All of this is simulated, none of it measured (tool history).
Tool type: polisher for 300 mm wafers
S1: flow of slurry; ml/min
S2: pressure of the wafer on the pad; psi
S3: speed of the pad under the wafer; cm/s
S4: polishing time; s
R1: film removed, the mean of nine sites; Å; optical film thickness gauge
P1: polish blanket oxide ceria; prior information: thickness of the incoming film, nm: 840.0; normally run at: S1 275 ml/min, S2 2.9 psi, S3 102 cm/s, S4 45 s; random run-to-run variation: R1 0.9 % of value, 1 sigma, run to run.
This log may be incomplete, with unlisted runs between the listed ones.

run 1 hour=9.5 | S1=275 S2=2.9 S3=102 S4=45 | R1=1589.1
run 2 hour=16.5 | S1=275 S2=1.9 S3=102 S4=45 | R1=1046.2
run 3 hour=25.9 | S1=375 S2=2.9 S3=102 S4=45 | R1=1630.5
run 4 hour=31.5 | S1=275 S2=2.9 S3=102 S4=57 | R1=2020.4
run 5 hour=36.3 | S1=275 S2=2.9 S3=58 S4=45 | R1=913.42
run 6 hour=43.2 | S1=275 S2=2.9 S3=102 S4=45 | R1=1591.7
run 7 hour=51.3 | S1=275 S2=3.6 S3=156 S4=45 | R1=3026.1
run 8 hour=61.4 | S1=275 S2=2.9 S3=102 S4=45 | R1=1574.5
run 9 hour=72.1 | S1=275 S2=2.9 S3=102 S4=45 | R1=1620.1
run 10 hour=80.3 | S1=275 S2=1.8 S3=102 S4=29 | R1=631.54
run 11 hour=89 | S1=275 S2=2.9 S3=102 S4=21 | R1=730.52
run 12 hour=99.4 | S1=275 S2=3.9 S3=102 S4=45 | R1=2103.4
run 13 hour=104.9 | S1=275 S2=2.9 S3=102 S4=45 | R1=1587.7
run 14 hour=110 | S1=275 S2=3.8 S3=134 S4=45 | R1=2764.8
run 15 hour=120.4 | S1=165 S2=2.9 S3=102 S4=45 | R1=1527.3
run 16 hour=127.1 | S1=275 S2=2.9 S3=162 S4=45 | R1=2507.7
run 17 hour=134.4 | S1=275 S2=2.9 S3=102 S4=45 | R1=1598.4
run 18 hour=144.6 | S1=275 S2=2.9 S3=102 S4=45 | R1=1526.1
run 19 hour=150.4 | S1=275 S2=2.9 S3=102 S4=45 | R1=1524.4

Run 20, settings as shown, results not yet in. Your forecast:
run 20 hour=158.4 | S1=275 S2=2.9 S3=102 S4=45 | R1=?

{"run 20": {"R1": 1538.3}}
